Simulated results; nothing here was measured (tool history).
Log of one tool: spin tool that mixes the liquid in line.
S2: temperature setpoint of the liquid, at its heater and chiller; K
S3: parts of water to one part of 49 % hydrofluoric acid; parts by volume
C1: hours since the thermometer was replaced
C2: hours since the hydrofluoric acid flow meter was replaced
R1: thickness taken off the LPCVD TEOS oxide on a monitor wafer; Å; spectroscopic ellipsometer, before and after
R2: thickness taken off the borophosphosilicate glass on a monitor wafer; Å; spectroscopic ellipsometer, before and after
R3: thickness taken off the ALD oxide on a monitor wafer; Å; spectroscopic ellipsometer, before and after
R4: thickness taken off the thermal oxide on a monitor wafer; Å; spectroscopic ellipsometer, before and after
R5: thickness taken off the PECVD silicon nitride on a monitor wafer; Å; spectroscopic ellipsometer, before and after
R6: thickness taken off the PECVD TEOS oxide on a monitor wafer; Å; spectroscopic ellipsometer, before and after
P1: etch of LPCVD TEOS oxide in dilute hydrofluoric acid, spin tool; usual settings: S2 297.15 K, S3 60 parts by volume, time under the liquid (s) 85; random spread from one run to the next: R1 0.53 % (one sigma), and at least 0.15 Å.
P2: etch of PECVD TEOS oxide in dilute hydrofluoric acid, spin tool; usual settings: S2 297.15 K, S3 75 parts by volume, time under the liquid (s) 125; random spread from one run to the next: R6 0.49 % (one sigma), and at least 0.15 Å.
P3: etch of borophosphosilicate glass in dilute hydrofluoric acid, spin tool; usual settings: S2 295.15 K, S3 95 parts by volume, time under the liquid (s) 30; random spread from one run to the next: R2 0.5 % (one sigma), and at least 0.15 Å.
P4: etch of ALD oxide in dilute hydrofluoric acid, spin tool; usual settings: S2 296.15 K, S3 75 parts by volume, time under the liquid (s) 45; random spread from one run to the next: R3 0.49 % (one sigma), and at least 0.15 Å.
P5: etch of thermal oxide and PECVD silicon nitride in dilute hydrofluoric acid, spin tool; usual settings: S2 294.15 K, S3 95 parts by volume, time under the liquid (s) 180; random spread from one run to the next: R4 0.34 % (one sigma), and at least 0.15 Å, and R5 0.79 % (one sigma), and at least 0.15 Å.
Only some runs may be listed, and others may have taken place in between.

run 1 hour=2.8 | process_that_ran=P1 S2=297.15 S3=60 time_under_the_liquid_(s)=85 | C1=1094.8 C2=796.1 | R1=438.480
run 2 hour=5.4 | process_that_ran=P3 S2=295.15 S3=150 time_under_the_liquid_(s)=30 | C1=1097.4 C2=798.7 | R2=71.386
run 3 hour=7.6 | process_that_ran=P1 S2=297.15 S3=60 time_under_the_liquid_(s)=85 | C1=1099.6 C2=800.9 | R1=442.740
run 4 hour=11.8 | process_that_ran=P1 S2=291.15 S3=60 time_under_the_liquid_(s)=85 | C1=1103.8 C2=805.1 | R1=343.430
run 5 hour=14.9 | process_that_ran=P4 S2=296.15 S3=120 time_under_the_liquid_(s)=45 | C1=1106.9 C2=808.2 | R3=41.753
run 6 hour=19.2 | process_that_ran=P4 S2=296.15 S3=75 time_under_the_liquid_(s)=45 | C1=1111.2 C2=812.5 | R3=70.734
run 7 hour=22.0 | process_that_ran=P4 S2=296.15 S3=75 time_under_the_liquid_(s)=15 | C1=1114.0 C2=815.3 | R3=23.492
-- hour=24.4 thermometer replaced
run 8 hour=26.1 | process_that_ran=P5 S2=294.15 S3=95 time_under_the_liquid_(s)=180 | C1=1.8 C2=819.4 | R4=81.292 R5=27.0550
run 9 hour=30.0 | process_that_ran=P2 S2=297.15 S3=75 time_under_the_liquid_(s)=240 | C1=5.7 C2=823.3 | R6=867.78
run 10 hour=33.1 | process_that_ran=P4 S2=290.15 S3=75 time_under_the_liquid_(s)=45 | C1=8.8 C2=826.4 | R3=55.038
run 11 hour=37.7 | process_that_ran=P5 S2=294.15 S3=95 time_under_the_liquid_(s)=60 | C1=13.4 C2=831.0 | R4=26.886 R5=9.0908
run 12 hour=39.8 | process_that_ran=P1 S2=305.65 S3=60 time_under_the_liquid_(s)=85 | C1=15.5 C2=833.1 | R1=617.260
run 13 hour=43.1 | process_that_ran=P5 S2=290.15 S3=95 time_under_the_liquid_(s)=180 | C1=18.8 C2=836.4 | R4=69.077 R5=20.1520
run 14 hour=45.2 | process_that_ran=P2 S2=297.15 S3=35 time_under_the_liquid_(s)=125 | C1=20.9 C2=838.5 | R6=1023.10
run 15 hour=49.9 | process_that_ran=P1 S2=297.15 S3=60 time_under_the_liquid_(s)=85 | C1=25.6 C2=843.2 | R1=440.750
run 16 hour=54.2 | process_that_ran=P1 S2=297.15 S3=110 time_under_the_liquid_(s)=85 | C1=29.9 C2=847.5 | R1=227.850
run 17 hour=57.7 | process_that_ran=P5 S2=294.15 S3=40 time_under_the_liquid_(s)=180 | C1=33.4 C2=851.0 | R4=208.140 R5=61.4170
run 18 hour=60.7 | process_that_ran=P2 S2=304.65 S3=75 time_under_the_liquid_(s)=125 | C1=36.4 C2=854.0 | R6=607.46
run 19 hour=63.6 | process_that_ran=P1 S2=297.15 S3=85 time_under_the_liquid_(s)=145 | C1=39.3 C2=856.9 | R1=517.430
run 20 hour=65.6 | process_that_ran=P1 S2=297.15 S3=60 time_under_the_liquid_(s)=165 | C1=41.3 C2=858.9 | R1=848.910
run 21 hour=70.0 | process_that_ran=P1 S2=297.15 S3=60 time_under_the_liquid_(s)=85 | C1=45.7 C2=863.3 | R1=440.000
run 22 hour=72.1 | process_that_ran=P2 S2=297.15 S3=75 time_under_the_liquid_(s)=125 | C1=47.8 C2=865.4 | R6=452.22
run 23 hour=76.7 | process_that_ran=P1 S2=297.15 S3=25 time_under_the_liquid_(s)=85 | C1=52.4 C2=870.0 | R1=1109.900
run 24 hour=80.0 | process_that_ran=P1 S2=297.15 S3=60 time_under_the_liquid_(s)=85 | C1=55.7 C2=873.3 | R1=438.750
run 25 hour=82.9 | process_that_ran=P3 S2=295.15 S3=95 time_under_the_liquid_(s)=30 | C1=58.6 C2=876.2 | R2=119.300
run 26 hour=87.5 | process_that_ran=P1 S2=297.15 S3=60 time_under_the_liquid_(s)=85 | C1=63.2 C2=880.8 | R1=441.810
run 27 hour=90.0 | process_that_ran=P3 S2=295.15 S3=95 time_under_the_liquid_(s)=50 | C1=65.7 C2=883.3 | R2=199.370
run 28 hour=93.6 | process_that_ran=P1 S2=297.15 S3=60 time_under_the_liquid_(s)=85 | C1=69.3 C2=886.9 | R1=443.840
run 29 hour=98.0 | process_that_ran=P1 S2=297.15 S3=60 time_under_the_liquid_(s)=15 | C1=73.7 C2=891.3 | R1=77.588
run 30 hour=101.7 | process_that_ran=P4 S2=296.15 S3=75 time_under_the_liquid_(s)=45 | C1=77.4 C2=895.0 | R3=70.546
run 31 hour=106.3 | process_that_ran=P3 S2=290.15 S3=95 time_under_the_liquid_(s)=30 | C1=82.0 C2=899.6 | R2=97.056
run 32 hour=108.6 | process_that_ran=P1 S2=297.15 S3=60 time_under_the_liquid_(s)=85 | C1=84.3 C2=901.9 | R1=440.550
run 33 hour=112.7 | process_that_ran=P1 S2=297.15 S3=60 time_under_the_liquid_(s)=85 | C1=88.4 C2=906.0 | R1=422.600
run 34 hour=116.5 | process_that_ran=P1 S2=297.15 S3=60 time_under_the_liquid_(s)=85 | C1=92.2 C2=909.8 | R1=412.790
run 35 hour=118.8 | process_that_ran=P1 S2=297.15 S3=60 time_under_the_liquid_(s)=85 | C1=94.5 C2=912.1 | R1=413.560
run 36 hour=122.4 | process_that_ran=P1 S2=297.15 S3=60 time_under_the_liquid_(s)=85 | C1=98.1 C2=915.7 | R1=409.360

For run 37, what comes out?
run 37 hour=126.4 | process_that_ran=P1 S2=297.15 S3=60 time_under_the_liquid_(s)=85 | C1=102.1 C2=919.7 | R1=?

R1: 406.940 Å
